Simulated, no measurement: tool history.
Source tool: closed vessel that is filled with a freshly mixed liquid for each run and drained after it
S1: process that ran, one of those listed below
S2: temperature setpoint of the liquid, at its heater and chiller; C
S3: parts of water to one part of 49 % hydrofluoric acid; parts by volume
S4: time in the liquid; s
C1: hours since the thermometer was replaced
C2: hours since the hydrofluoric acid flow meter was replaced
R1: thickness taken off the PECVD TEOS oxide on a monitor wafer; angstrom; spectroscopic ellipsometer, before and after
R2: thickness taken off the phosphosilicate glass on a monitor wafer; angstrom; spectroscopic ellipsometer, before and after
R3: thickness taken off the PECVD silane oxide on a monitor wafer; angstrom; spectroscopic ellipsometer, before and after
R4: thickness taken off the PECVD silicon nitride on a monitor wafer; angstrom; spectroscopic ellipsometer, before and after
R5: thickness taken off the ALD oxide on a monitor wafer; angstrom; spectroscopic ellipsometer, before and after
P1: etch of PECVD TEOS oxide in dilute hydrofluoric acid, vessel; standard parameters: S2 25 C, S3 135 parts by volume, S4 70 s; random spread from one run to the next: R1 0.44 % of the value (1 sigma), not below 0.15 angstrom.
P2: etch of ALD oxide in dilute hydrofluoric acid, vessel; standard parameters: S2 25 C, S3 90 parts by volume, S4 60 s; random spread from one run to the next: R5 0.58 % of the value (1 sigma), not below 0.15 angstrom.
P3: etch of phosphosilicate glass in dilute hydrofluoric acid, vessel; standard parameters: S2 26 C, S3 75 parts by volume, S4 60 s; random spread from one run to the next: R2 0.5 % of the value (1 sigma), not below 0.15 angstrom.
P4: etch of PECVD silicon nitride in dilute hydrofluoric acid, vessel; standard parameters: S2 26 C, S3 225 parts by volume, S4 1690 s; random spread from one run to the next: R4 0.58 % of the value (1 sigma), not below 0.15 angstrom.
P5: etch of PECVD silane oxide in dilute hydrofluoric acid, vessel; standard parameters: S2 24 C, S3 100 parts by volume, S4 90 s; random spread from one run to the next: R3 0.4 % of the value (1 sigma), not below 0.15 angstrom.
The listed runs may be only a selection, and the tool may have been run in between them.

Run 1, day 0.267: S1 P1, S2 25 C, S3 135 parts by volume, S4 70 s; C1 737.9; C2 322.7. Result: R1 48.361 angstrom.
Run 2, day 0.421: S1 P3, S2 26 C, S3 75 parts by volume, S4 60 s; C1 741.6; C2 326.4. Result: R2 1541.7 angstrom.
Run 3, day 0.583: S1 P5, S2 24 C, S3 30 parts by volume, S4 90 s; C1 745.5; C2 330.3. Result: R3 776.64 angstrom.
Run 4, day 0.892: S1 P3, S2 26 C, S3 75 parts by volume, S4 90 s; C1 752.9; C2 337.7. Result: R2 2289.5 angstrom.
Run 5, day 1.112: S1 P1, S2 25 C, S3 230 parts by volume, S4 70 s; C1 758.2; C2 343. Result: R1 25.568 angstrom.
Run 6, day 1.288: S1 P4, S2 20 C, S3 225 parts by volume, S4 1690 s; C1 762.4; C2 347.2. Result: R4 317.34 angstrom.
Run 7, day 1.529: S1 P5, S2 32 C, S3 100 parts by volume, S4 90 s; C1 768.2; C2 353. Result: R3 286.93 angstrom.
Run 8, day 1.712: S1 P2, S2 25 C, S3 90 parts by volume, S4 60 s; C1 772.6; C2 357.4. Result: R5 83.032 angstrom.
Run 9, day 1.95: S1 P1, S2 25 C, S3 40 parts by volume, S4 70 s; C1 778.3; C2 363.1. Result: R1 184.57 angstrom.
Run 10, day 2.204: S1 P2, S2 25 C, S3 145 parts by volume, S4 60 s; C1 784.4; C2 369.2. Result: R5 48.071 angstrom.
Run 11, day 2.392: S1 P1, S2 18 C, S3 135 parts by volume, S4 70 s; C1 788.9; C2 373.7. Result: R1 36.679 angstrom.
Run 12, day 2.733: S1 P2, S2 25 C, S3 90 parts by volume, S4 60 s; C1 797.1; C2 381.9. Result: R5 82.461 angstrom.
Run 13, day 3.046: S1 P1, S2 25 C, S3 135 parts by volume, S4 70 s; C1 804.6; C2 389.4. Result: R1 48.387 angstrom.
Run 14, day 3.275: S1 P1, S2 25 C, S3 135 parts by volume, S4 70 s; C1 810.1; C2 394.9. Result: R1 48.106 angstrom.
Run 15, day 3.492: S1 P1, S2 25 C, S3 135 parts by volume, S4 125 s; C1 815.3; C2 400.1. Result: R1 86.547 angstrom.
Run 16, day 3.679: S1 P5, S2 24 C, S3 100 parts by volume, S4 160 s; C1 819.8; C2 404.6. Result: R3 377.78 angstrom.
Run 17, day 3.967: S1 P4, S2 26 C, S3 225 parts by volume, S4 1690 s; C1 826.7; C2 411.5. Result: R4 463.08 angstrom.
Run 18, day 4.162: S1 P1, S2 25 C, S3 135 parts by volume, S4 70 s; C1 831.4; C2 416.2. Result: R1 48.847 angstrom.
Run 19, day 4.508: S1 P3, S2 26 C, S3 130 parts by volume, S4 60 s; C1 839.7; C2 424.5. Result: R2 828.89 angstrom.
Run 20, day 4.662: S1 P3, S2 34 C, S3 75 parts by volume, S4 60 s; C1 843.4; C2 428.2. Result: R2 2094.4 angstrom.
Run 21, day 4.946: S1 P2, S2 29.5 C, S3 90 parts by volume, S4 60 s; C1 850.2; C2 435. Result: R5 99.866 angstrom.
Run 22, day 5.2: S1 P4, S2 26 C, S3 225 parts by volume, S4 435 s; C1 856.3; C2 441.1. Result: R4 119.83 angstrom.
Run 23, day 5.538: S1 P4, S2 26 C, S3 85 parts by volume, S4 1690 s; C1 864.4; C2 449.2. Result: R4 1224.9 angstrom.
Run 24, day 5.779: S1 P2, S2 25 C, S3 90 parts by volume, S4 120 s; C1 870.2; C2 455. Result: R5 166.79 angstrom.
Run 25, day 6.004: S1 P1, S2 17 C, S3 50 parts by volume, S4 70 s; C1 875.6; C2 460.4. Result: R1 103.44 angstrom.
Run 26, day 6.3: S1 P5, S2 24 C, S3 100 parts by volume, S4 90 s; C1 882.7; C2 467.5. Result: R3 212.47 angstrom.
Run 27, day 6.462: S1 P1, S2 25 C, S3 135 parts by volume, S4 70 s; C1 886.6; C2 471.4. Result: R1 48.208 angstrom.
Run 28, day 6.658: S1 P1, S2 33 C, S3 135 parts by volume, S4 70 s; C1 891.3; C2 476.1. Result: R1 64.632 angstrom.
Run 29, day 6.958: S1 P1, S2 25 C, S3 135 parts by volume, S4 35 s; C1 898.5; C2 483.3. Result: R1 24.163 angstrom.
Run 30, day 7.217: S1 P1, S2 25 C, S3 135 parts by volume, S4 70 s; C1 904.7; C2 489.5. Result: R1 48.009 angstrom.
Run 31, day 7.404: S1 P1, S2 25 C, S3 135 parts by volume, S4 70 s; C1 909.2; C2 494. Result: R1 47.19 angstrom.
Run 32, day 7.646: S1 P1, S2 25 C, S3 135 parts by volume, S4 70 s; C1 915; C2 499.8. Result: R1 46.163 angstrom.
Run 33, day 7.867: S1 P1, S2 25 C, S3 135 parts by volume, S4 70 s; C1 920.3; C2 505.1. Result: R1 45.451 angstrom.
Run 34, day 8.154: S1 P1, S2 25 C, S3 135 parts by volume, S4 70 s; C1 927.2; C2 512. Result: R1 45.204 angstrom.
Run 35, day 8.379: S1 P1, S2 25 C, S3 135 parts by volume, S4 70 s; C1 932.6; C2 517.4. Result: R1 45.237 angstrom.
Run 36, day 8.7: S1 P1, S2 25 C, S3 135 parts by volume, S4 70 s; C1 940.3; C2 525.1. Result: R1 44.808 angstrom.
Run 37, day 8.892: S1 P1, S2 25 C, S3 135 parts by volume, S4 70 s; C1 944.9; C2 529.7. Result: R1 44.626 angstrom.
Run 38, day 9.096: S1 P1, S2 25 C, S3 135 parts by volume, S4 70 s; C1 949.8; C2 534.6. Result: R1 44.654 angstrom.
Run 39, day 9.279: S1 P1, S2 25 C, S3 135 parts by volume, S4 70 s; C1 954.2; C2 539. Result: R1 44.764 angstrom.

The log shows P1 creeping away from where it was. Any of the 2 causes listed here, at the size stated for it, fits the log just as well as the others:
A: liquid colder than its thermometer reads (K) = 2.12
B: hydrofluoric acid flow below the setpoint (%) = 6.77
The onset of the drift is placed at about day 7.217.

Each of the 4 check runs below uses one wafer; its results are left as question marks. Which run tells the causes apart?
Run check 1, day 9.462: S1 P5, S2 24 C, S3 100 parts by volume, S4 90 s. Result: R3 ?.
Run check 2, day 9.462: S1 P4, S2 26 C, S3 225 parts by volume, S4 1690 s. Result: R4 ?.
Run check 3, day 9.462: S1 P2, S2 25 C, S3 90 parts by volume, S4 60 s. Result: R5 ?.
Run check 4, day 9.462: S1 P3, S2 26 C, S3 75 parts by volume, S4 60 s. Result: R2 ?.

Outcome of each check run for each possible cause:
  check  result    if A    if B
check 1      R3  194.24  195.38
check 2      R4  407.76  433.61
check 3      R5   76.43  76.905
check 4      R2  1416.3  1426.9
Distance between the nearest two causes, measured in the result of the check that separates them most: check 1 0.58 %; check 2 6.15 %; check 3 0.62 %; check 4 0.75 %
The causes can be told apart only by check 2. The other checks would give nearly the same results under each of them.

After running check 2, the following was obtained: R4 407.18 angstrom. Which cause does this point to?

A is the cause: liquid colder than its thermometer reads (K).
